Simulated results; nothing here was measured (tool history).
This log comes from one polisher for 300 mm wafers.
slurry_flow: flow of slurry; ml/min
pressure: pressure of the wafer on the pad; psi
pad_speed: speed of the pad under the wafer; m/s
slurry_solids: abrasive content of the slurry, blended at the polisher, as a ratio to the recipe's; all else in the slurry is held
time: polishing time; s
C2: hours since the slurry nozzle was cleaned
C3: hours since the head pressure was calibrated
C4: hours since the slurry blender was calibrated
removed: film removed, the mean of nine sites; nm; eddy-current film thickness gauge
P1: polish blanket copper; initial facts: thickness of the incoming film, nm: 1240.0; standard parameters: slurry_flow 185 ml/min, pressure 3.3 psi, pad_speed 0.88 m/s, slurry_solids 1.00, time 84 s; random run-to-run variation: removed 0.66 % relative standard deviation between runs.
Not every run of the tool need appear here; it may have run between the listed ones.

{"run": 1, "hour": 9.6, "slurry_flow": 185, "pressure": 3.3, "pad_speed": 0.88, "slurry_solids": 1.0, "time": 84, "wafers polished on this pad": 432, "C2": 379.5, "C3": 579.8, "C4": 127.0, "removed": 257.09}
{"run": 2, "hour": 15.3, "slurry_flow": 110, "pressure": 3.3, "pad_speed": 0.88, "slurry_solids": 1.0, "time": 84, "wafers polished on this pad": 488, "C2": 385.2, "C3": 585.5, "C4": 132.7, "removed": 232.43}
{"run": 3, "hour": 22.6, "slurry_flow": 185, "pressure": 1.5, "pad_speed": 0.88, "slurry_solids": 1.0, "time": 84, "wafers polished on this pad": 560, "C2": 392.5, "C3": 592.8, "C4": 140.0, "removed": 115.22}
{"hour": 27.1, "done": "head pressure recalibrated"}
{"run": 4, "hour": 31.4, "slurry_flow": 185, "pressure": 3.3, "pad_speed": 0.88, "slurry_solids": 1.0, "time": 126, "wafers polished on this pad": 647, "C2": 401.3, "C3": 4.4, "C4": 148.8, "removed": 381.74}
{"run": 5, "hour": 43.2, "slurry_flow": 185, "pressure": 3.3, "pad_speed": 0.4, "slurry_solids": 1.0, "time": 84, "wafers polished on this pad": 763, "C2": 413.1, "C3": 16.2, "C4": 160.6, "removed": 117.26}
{"run": 6, "hour": 52.3, "slurry_flow": 185, "pressure": 3.3, "pad_speed": 0.88, "slurry_solids": 0.55, "time": 125, "wafers polished on this pad": 853, "C2": 422.2, "C3": 25.3, "C4": 169.7, "removed": 339.4}
{"run": 7, "hour": 62.4, "slurry_flow": 185, "pressure": 3.3, "pad_speed": 0.88, "slurry_solids": 1.0, "time": 84, "wafers polished on this pad": 953, "C2": 432.3, "C3": 35.4, "C4": 179.8, "removed": 258.96}
{"run": 8, "hour": 73.7, "slurry_flow": 185, "pressure": 2.1, "pad_speed": 0.54, "slurry_solids": 1.0, "time": 84, "wafers polished on this pad": 1064, "C2": 443.6, "C3": 46.7, "C4": 191.1, "removed": 99.031}
{"run": 9, "hour": 83.2, "slurry_flow": 290, "pressure": 3.3, "pad_speed": 0.88, "slurry_solids": 1.0, "time": 84, "wafers polished on this pad": 1158, "C2": 453.1, "C3": 56.2, "C4": 200.6, "removed": 272.53}
{"run": 10, "hour": 93.2, "slurry_flow": 185, "pressure": 3.3, "pad_speed": 1.3, "slurry_solids": 1.0, "time": 84, "wafers polished on this pad": 1256, "C2": 463.1, "C3": 66.2, "C4": 210.6, "removed": 379.53}
{"run": 11, "hour": 103.3, "slurry_flow": 185, "pressure": 3.3, "pad_speed": 0.88, "slurry_solids": 1.25, "time": 84, "wafers polished on this pad": 1356, "C2": 473.2, "C3": 76.3, "C4": 220.7, "removed": 269.9}
{"run": 12, "hour": 111.2, "slurry_flow": 185, "pressure": 3.3, "pad_speed": 0.88, "slurry_solids": 0.55, "time": 84, "wafers polished on this pad": 1434, "C2": 481.1, "C3": 84.2, "C4": 228.6, "removed": 225.94}
{"run": 13, "hour": 120.7, "slurry_flow": 185, "pressure": 3.3, "pad_speed": 0.88, "slurry_solids": 1.0, "time": 84, "wafers polished on this pad": 1527, "C2": 490.6, "C3": 93.7, "C4": 238.1, "removed": 257.37}
{"run": 14, "hour": 129.7, "slurry_flow": 185, "pressure": 3.3, "pad_speed": 0.88, "slurry_solids": 1.0, "time": 48, "wafers polished on this pad": 1616, "C2": 499.6, "C3": 102.7, "C4": 247.1, "removed": 145.93}
{"run": 15, "hour": 135.9, "slurry_flow": 185, "pressure": 5.3, "pad_speed": 0.88, "slurry_solids": 1.0, "time": 84, "wafers polished on this pad": 1677, "C2": 505.8, "C3": 108.9, "C4": 253.3, "removed": 409.07}
{"run": 16, "hour": 143.9, "slurry_flow": 185, "pressure": 3.3, "pad_speed": 0.88, "slurry_solids": 1.0, "time": 84, "wafers polished on this pad": 1756, "C2": 513.8, "C3": 116.9, "C4": 261.3, "removed": 258.98}
{"run": 17, "hour": 153.9, "slurry_flow": 185, "pressure": 3.3, "pad_speed": 0.88, "slurry_solids": 1.0, "time": 84, "wafers polished on this pad": 1854, "C2": 523.8, "C3": 126.9, "C4": 271.3, "removed": 254.41}
{"run": 18, "hour": 160.9, "slurry_flow": 185, "pressure": 3.3, "pad_speed": 0.88, "slurry_solids": 1.0, "time": 84, "wafers polished on this pad": 1923, "C2": 530.8, "C3": 133.9, "C4": 278.3, "removed": 258.3}
{"run": 19, "hour": 168.5, "slurry_flow": 185, "pressure": 3.3, "pad_speed": 0.88, "slurry_solids": 1.0, "time": 84, "wafers polished on this pad": 1998, "C2": 538.4, "C3": 141.5, "C4": 285.9, "removed": 250.86}
{"run": 20, "hour": 177.1, "slurry_flow": 185, "pressure": 3.3, "pad_speed": 0.88, "slurry_solids": 1.0, "time": 84, "wafers polished on this pad": 2083, "C2": 547.0, "C3": 150.1, "C4": 294.5, "removed": 246.47}
{"run": 21, "hour": 185.1, "slurry_flow": 185, "pressure": 3.3, "pad_speed": 0.88, "slurry_solids": 1.0, "time": 84, "wafers polished on this pad": 2162, "C2": 555.0, "C3": 158.1, "C4": 302.5, "removed": 241.78}
{"hour": 186.0, "done": "head pressure recalibrated"}
{"run": 22, "hour": 194.8, "slurry_flow": 185, "pressure": 3.3, "pad_speed": 0.88, "slurry_solids": 1.0, "time": 84, "wafers polished on this pad": 2258, "C2": 564.7, "C3": 8.8, "C4": 312.2, "removed": 239.51}
{"hour": 195.3, "done": "slurry blender recalibrated"}
{"run": 23, "hour": 206.3, "slurry_flow": 185, "pressure": 3.3, "pad_speed": 0.88, "slurry_solids": 1.0, "time": 84, "wafers polished on this pad": 2371, "C2": 576.2, "C3": 20.3, "C4": 11.1, "removed": 240.14}
{"run": 24, "hour": 214.9, "slurry_flow": 185, "pressure": 3.3, "pad_speed": 0.88, "slurry_solids": 1.0, "time": 84, "wafers polished on this pad": 2456, "C2": 584.8, "C3": 28.9, "C4": 19.7, "removed": 237.52}
{"run": 25, "hour": 221.4, "slurry_flow": 185, "pressure": 3.3, "pad_speed": 0.88, "slurry_solids": 1.0, "time": 84, "wafers polished on this pad": 2520, "C2": 591.3, "C3": 35.4, "C4": 26.2, "removed": 236.11}

P1 no longer gives what it gave before; its output has crept away from where it was. The following 2 causes, each at its listed size, fit the log equally well:
A: slurry flow missing at the pad, % = 37.3
B: removal rate lost through wear of the pad, % = 8.04
At approximately hour 160.9, the process output began to creep.
Why every other cause is out:
head's pressure below its setpoint, %: work on it at hour 186.0, done after the drift set in, did not restore what the process gave before
abrasive missing from the slurry, %: work on it at hour 195.3, done after the drift set in, did not restore what the process gave before

Consider the 4 check runs below, whose results appear as question marks and each of which averages 5 wafers. Which one distinguishes the causes, in that each cause would give it a clearly different result?
{"run": "check 1", "hour": 227.9, "slurry_flow": 185, "pressure": 2.5, "pad_speed": 0.42, "slurry_solids": 1.0, "time": 84, "removed": "?"}
{"run": "check 2", "hour": 227.9, "slurry_flow": 185, "pressure": 3.3, "pad_speed": 1.1, "slurry_solids": 0.65, "time": 84, "removed": "?"}
{"run": "check 3", "hour": 227.9, "slurry_flow": 145, "pressure": 2.4, "pad_speed": 0.88, "slurry_solids": 1.0, "time": 84, "removed": "?"}
{"run": "check 4", "hour": 227.9, "slurry_flow": 185, "pressure": 3.3, "pad_speed": 0.88, "slurry_solids": 1.0, "time": 49, "removed": "?"}

Check results expected under each cause:
check=check_1 result=removed if_A=85.351 if_B=85.353
check=check_2 result=removed if_A=269.700 if_B=269.710
check=check_3 result=removed if_A=161.680 if_B=165.070
check=check_4 result=removed if_A=137.700 if_B=137.700
Per check, the gap between the least separated pair of causes, taken in the result that splits them most: check 1 0 %; check 2 0 %; check 3 2.07 %; check 4 0 %
Check 3 distinguishes between the causes, while the remaining checks would return nearly the same result for all of them.

Check 3 was then run and gave: removed 162.160 nm. Which cause is it?

The correct cause is A, namely: slurry flow missing at the pad, %.
